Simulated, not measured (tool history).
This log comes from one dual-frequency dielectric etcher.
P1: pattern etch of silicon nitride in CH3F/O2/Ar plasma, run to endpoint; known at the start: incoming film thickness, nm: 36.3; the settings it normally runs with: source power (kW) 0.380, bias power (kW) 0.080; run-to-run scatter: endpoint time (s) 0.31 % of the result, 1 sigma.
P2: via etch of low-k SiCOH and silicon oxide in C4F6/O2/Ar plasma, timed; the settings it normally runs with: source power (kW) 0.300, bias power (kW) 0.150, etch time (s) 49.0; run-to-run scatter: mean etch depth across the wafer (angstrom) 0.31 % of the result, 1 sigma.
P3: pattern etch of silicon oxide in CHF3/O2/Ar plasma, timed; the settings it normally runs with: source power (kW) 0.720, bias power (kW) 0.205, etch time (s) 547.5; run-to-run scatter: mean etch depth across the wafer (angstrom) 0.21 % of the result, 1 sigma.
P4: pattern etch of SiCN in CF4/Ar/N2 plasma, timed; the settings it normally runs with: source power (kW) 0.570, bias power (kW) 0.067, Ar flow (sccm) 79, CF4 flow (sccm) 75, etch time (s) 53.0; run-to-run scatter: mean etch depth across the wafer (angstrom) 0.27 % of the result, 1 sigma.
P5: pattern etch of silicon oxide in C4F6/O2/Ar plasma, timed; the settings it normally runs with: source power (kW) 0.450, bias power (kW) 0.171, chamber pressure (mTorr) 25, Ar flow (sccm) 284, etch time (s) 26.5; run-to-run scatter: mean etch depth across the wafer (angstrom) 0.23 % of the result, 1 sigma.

run	hour	process that ran	source power (kW)	bias power (kW)	etch time (s)	Ar flow (sccm)	CF4 flow (sccm)	chamber pressure (mTorr)	hours since the last wet clean	hours since the last source power generator calibration	hours since the last bias power generator calibration	endpoint time (s)	mean etch depth across the wafer (angstrom)
1	3.4	P1	0.380	0.080					215.8	1657.0	250.8	51.565	
2	6.9	P3	0.720	0.205	547.5				219.3	1660.5	254.3		12260.00
3	10.6	P1	0.380	0.080					223.0	1664.2	258.0	51.366	
4	16.0	P1	0.530	0.055					228.4	1669.6	263.4	51.382	
5	22.1	P4	0.570	0.067	53.0	79	55		234.5	1675.7	269.5		550.03
6	26.5	P1	0.380	0.080					238.9	1680.1	273.9	51.557	
7	31.2	P2	0.300	0.150	27.0				243.6	1684.8	278.6		643.58
8	36.4	P4	0.340	0.067	53.0	79	75		248.8	1690.0	283.8		365.36
9	41.7	P1	0.480	0.080					254.1	1695.3	289.1	47.379	
10	46.1	P4	0.570	0.067	53.0	79	75		258.5	1699.7	293.5		577.05
11	49.4	P5	0.450	0.171	26.5	284		25	261.8	1703.0	296.8		861.25
12	52.7	P5	0.450	0.171	14.5	284		25	265.1	1706.3	300.1		469.22
13	55.8	P3	1.000	0.205	547.5				268.2	1709.4	303.2		13877.00
14	61.4	P3	0.720	0.265	547.5				273.8	1715.0	308.8		13307.00
15	67.2	P1	0.270	0.080					279.6	1720.8	314.6	58.715	
16	73.0	P4	0.570	0.067	53.0	79	75		285.4	1726.6	320.4		575.77
17	77.4	P1	0.380	0.080					289.8	1731.0	324.8	51.272	
18	83.1	P1	0.380	0.080					295.5	1736.7	330.5	51.521	
19	89.7	P1	0.380	0.059					302.1	1743.3	337.1	56.895	
20	96.2	P4	0.570	0.067	29.0	79	75		308.6	1749.8	343.6		315.19
21	100.2	P2	0.300	0.150	49.0				312.6	1753.8	347.6		1162.90
22	105.0	P5	0.450	0.171	26.5	284		34	317.4	1758.6	352.4		828.04
23	109.2	P2	0.300	0.204	49.0				321.6	1762.8	356.6		1285.80
24	112.6	P5	0.450	0.171	26.5	204		25	325.0	1766.2	360.0		891.74
25	115.8	P5	0.290	0.171	26.5	284		25	328.2	1769.4	363.2		722.84
# hour 120.5: source power generator calibrated
26	121.4	P4	0.570	0.051	53.0	79	75		333.8	0.9	368.8		529.74
27	125.9	P1	0.380	0.110					338.3	5.4	373.3	45.869	
28	131.7	P4	0.570	0.067	53.0	48	75		344.1	11.2	379.1		616.67
29	138.5	P1	0.380	0.080					350.9	18.0	385.9	51.520	
30	141.8	P1	0.380	0.080					354.2	21.3	389.2	51.493	
31	146.6	P3	0.720	0.205	330.0				359.0	26.1	394.0		7338.70
32	153.0	P5	0.450	0.221	26.5	284		25	365.4	32.5	400.4		931.76
33	157.0	P2	0.430	0.150	49.0				369.4	36.5	404.4		1344.10
34	163.0	P5	0.450	0.171	26.5	284		25	375.4	42.5	410.4		856.63
35	169.7	P1	0.380	0.080					382.1	49.2	417.1	51.763	
36	176.3	P1	0.380	0.080					388.7	55.8	423.7	50.892	
37	179.7	P1	0.380	0.080					392.1	59.2	427.1	51.121	
38	185.8	P1	0.380	0.080					398.2	65.3	433.2	50.680	
39	189.2	P1	0.380	0.080					401.6	68.7	436.6	51.044	
# hour 192.2: wet clean of the chamber
40	192.5	P1	0.380	0.080					0.4	72.0	439.9	50.552	
41	196.3	P1	0.380	0.080					4.2	75.8	443.7	50.624	
42	199.7	P1	0.380	0.080					7.6	79.2	447.1	50.483	
43	206.2	P1	0.380	0.080					14.1	85.7	453.6	50.863	
44	210.5	P1	0.380	0.080					18.4	90.0	457.9	50.508	
45	213.9	P1	0.380	0.080					21.8	93.4	461.3	50.582	

Compared with where it was, what P1 gives has crept away. Each cause listed below fits the log as well as the rest, at the size given for it:
A: source power that arrives over what is set, % = 4.18
B: bias power that arrives over what is set, % = 4.46
The gradual shift began around hour 169.7.
The rest of the possible causes, and what rules out each one:
chamber walls in a state that raises the etch rate, %: serviced at hour 192.2, which brought nothing back

The check runs listed below each take one wafer, and their results are still question marks. Under which run would the listed causes lead to clearly different results?
check 1	217.3	P2	0.300	0.150	49.0								?
check 2	217.3	P4	0.570	0.067	53.0	79	75						?
check 3	217.3	P3	0.720	0.205	547.5								?
check 4	217.3	P5	0.450	0.171	26.5	284		25					?

How each check would come out, cause by cause:
check	result	if A	if B
check 1	mean etch depth across the wafer (angstrom)	1188.00	1185.10
check 2	mean etch depth across the wafer (angstrom)	597.45	584.28
check 3	mean etch depth across the wafer (angstrom)	12425.00	12417.00
check 4	mean etch depth across the wafer (angstrom)	872.20	870.04
How far apart the two closest causes lie, in the result that separates them most: check 1 0.24 %; check 2 2.23 %; check 3 0.07 %; check 4 0.25 %
Only check 2 tells the causes apart: in the others they would give nearly the same result.

After running check 2, the following was obtained: mean etch depth across the wafer (angstrom) 597.55. Which cause does this point to?

Of the candidate causes, it is A: source power that arrives over what is set, %.
